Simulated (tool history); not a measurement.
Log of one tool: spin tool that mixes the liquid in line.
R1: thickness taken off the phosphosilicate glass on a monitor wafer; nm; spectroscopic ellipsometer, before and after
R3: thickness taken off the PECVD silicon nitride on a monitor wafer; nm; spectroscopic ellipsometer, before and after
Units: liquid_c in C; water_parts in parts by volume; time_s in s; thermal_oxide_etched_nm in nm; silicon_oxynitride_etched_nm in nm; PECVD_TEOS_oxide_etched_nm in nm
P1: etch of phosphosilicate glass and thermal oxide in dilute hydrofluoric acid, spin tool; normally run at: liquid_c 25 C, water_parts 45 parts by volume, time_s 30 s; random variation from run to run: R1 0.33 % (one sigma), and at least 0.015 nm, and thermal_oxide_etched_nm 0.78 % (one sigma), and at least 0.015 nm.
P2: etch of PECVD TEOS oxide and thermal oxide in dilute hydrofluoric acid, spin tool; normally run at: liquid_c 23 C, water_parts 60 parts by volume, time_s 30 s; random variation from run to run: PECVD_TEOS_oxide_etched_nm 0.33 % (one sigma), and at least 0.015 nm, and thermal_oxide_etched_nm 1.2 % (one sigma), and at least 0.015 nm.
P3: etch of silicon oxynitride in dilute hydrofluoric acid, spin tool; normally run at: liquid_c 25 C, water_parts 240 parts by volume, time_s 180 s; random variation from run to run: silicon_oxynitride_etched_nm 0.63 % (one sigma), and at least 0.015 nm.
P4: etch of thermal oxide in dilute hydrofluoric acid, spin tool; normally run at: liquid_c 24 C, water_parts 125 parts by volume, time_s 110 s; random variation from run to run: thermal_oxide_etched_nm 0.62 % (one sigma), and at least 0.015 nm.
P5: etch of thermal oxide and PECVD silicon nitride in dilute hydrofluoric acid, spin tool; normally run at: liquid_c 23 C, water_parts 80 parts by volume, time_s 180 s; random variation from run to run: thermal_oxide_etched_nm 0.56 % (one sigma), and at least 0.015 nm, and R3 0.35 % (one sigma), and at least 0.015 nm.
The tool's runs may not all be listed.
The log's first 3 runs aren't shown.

Run 4, hour 14.7: process P5, liquid_c 23 C, water_parts 80 parts by volume, time_s 180 s. Result: thermal_oxide_etched_nm 10.899 nm, R3 5.7298 nm.
Run 5, hour 18.5: process P4, liquid_c 24 C, water_parts 125 parts by volume, time_s 110 s. Result: thermal_oxide_etched_nm 4.2287 nm.
Run 6, hour 24.7: process P1, liquid_c 25 C, water_parts 45 parts by volume, time_s 30 s. Result: R1 46.245 nm, thermal_oxide_etched_nm 3.3831 nm.
Run 7, hour 30.8: process P5, liquid_c 23 C, water_parts 135 parts by volume, time_s 180 s. Result: thermal_oxide_etched_nm 6.0519 nm, R3 3.448 nm.
Run 8, hour 33.5: process P1, liquid_c 25 C, water_parts 45 parts by volume, time_s 30 s. Result: R1 46.027 nm, thermal_oxide_etched_nm 3.4103 nm.
Run 9, hour 37.8: process P3, liquid_c 32 C, water_parts 240 parts by volume, time_s 180 s. Result: silicon_oxynitride_etched_nm 4.4398 nm.
Run 10, hour 43.3: process P1, liquid_c 25 C, water_parts 45 parts by volume, time_s 15 s. Result: R1 23.231 nm, thermal_oxide_etched_nm 1.7117 nm.
Run 11, hour 46.3: process P1, liquid_c 25 C, water_parts 65 parts by volume, time_s 30 s. Result: R1 31.234 nm, thermal_oxide_etched_nm 2.3139 nm.
Run 12, hour 49.8: process P2, liquid_c 23 C, water_parts 35 parts by volume, time_s 30 s. Result: thermal_oxide_etched_nm 3.9862 nm, PECVD_TEOS_oxide_etched_nm 10.718 nm.
Run 13, hour 53.2: process P1, liquid_c 25 C, water_parts 45 parts by volume, time_s 30 s. Result: R1 46.256 nm, thermal_oxide_etched_nm 3.4414 nm.
Run 14, hour 56.7: process P1, liquid_c 25 C, water_parts 20 parts by volume, time_s 30 s. Result: R1 107.99 nm, thermal_oxide_etched_nm 7.9969 nm.
Run 15, hour 61.9: process P3, liquid_c 25 C, water_parts 240 parts by volume, time_s 180 s. Result: silicon_oxynitride_etched_nm 3.32 nm.
Run 16, hour 66.6: process P1, liquid_c 25 C, water_parts 60 parts by volume, time_s 15 s. Result: R1 16.984 nm, thermal_oxide_etched_nm 1.2552 nm.
Run 17, hour 70.4: process P5, liquid_c 23 C, water_parts 80 parts by volume, time_s 295 s. Result: thermal_oxide_etched_nm 17.851 nm, R3 9.4967 nm.
Run 18, hour 74.5: process P4, liquid_c 24 C, water_parts 225 parts by volume, time_s 110 s. Result: thermal_oxide_etched_nm 2.1078 nm.
Run 19, hour 79: process P2, liquid_c 23 C, water_parts 60 parts by volume, time_s 45 s. Result: thermal_oxide_etched_nm 3.4811 nm, PECVD_TEOS_oxide_etched_nm 9.023 nm.
Run 20, hour 82.3: process P4, liquid_c 24 C, water_parts 125 parts by volume, time_s 110 s. Result: thermal_oxide_etched_nm 4.2084 nm.
Run 21, hour 87.7: process P5, liquid_c 23 C, water_parts 80 parts by volume, time_s 180 s. Result: thermal_oxide_etched_nm 10.832 nm, R3 5.7884 nm.
Run 22, hour 92.6: process P2, liquid_c 23 C, water_parts 60 parts by volume, time_s 30 s. Result: thermal_oxide_etched_nm 2.2833 nm, PECVD_TEOS_oxide_etched_nm 6.0841 nm.
Run 23, hour 95.7: process P3, liquid_c 25 C, water_parts 240 parts by volume, time_s 90 s. Result: silicon_oxynitride_etched_nm 1.6737 nm.
Run 24, hour 98.4: process P3, liquid_c 25 C, water_parts 430 parts by volume, time_s 180 s. Result: silicon_oxynitride_etched_nm 1.6233 nm.
Run 25, hour 101.7: process P1, liquid_c 29.5 C, water_parts 45 parts by volume, time_s 30 s. Result: R1 55.542 nm, thermal_oxide_etched_nm 4.0882 nm.
Run 26, hour 107: process P2, liquid_c 29.5 C, water_parts 60 parts by volume, time_s 30 s. Result: thermal_oxide_etched_nm 2.9979 nm, PECVD_TEOS_oxide_etched_nm 7.8477 nm.
Run 27, hour 112.4: process P1, liquid_c 25 C, water_parts 45 parts by volume, time_s 30 s. Result: R1 46.142 nm, thermal_oxide_etched_nm 3.427 nm.
Run 28, hour 117.1: process P1, liquid_c 19.5 C, water_parts 45 parts by volume, time_s 30 s. Result: R1 36.678 nm, thermal_oxide_etched_nm 2.7254 nm.

Run 29 comes next. What will it give?
Run 29, hour 120.9: process P4, liquid_c 24 C, water_parts 125 parts by volume, time_s 20 s. Result: thermal_oxide_etched_nm ?.

{"run 29": {"thermal_oxide_etched_nm": 0.77779}}
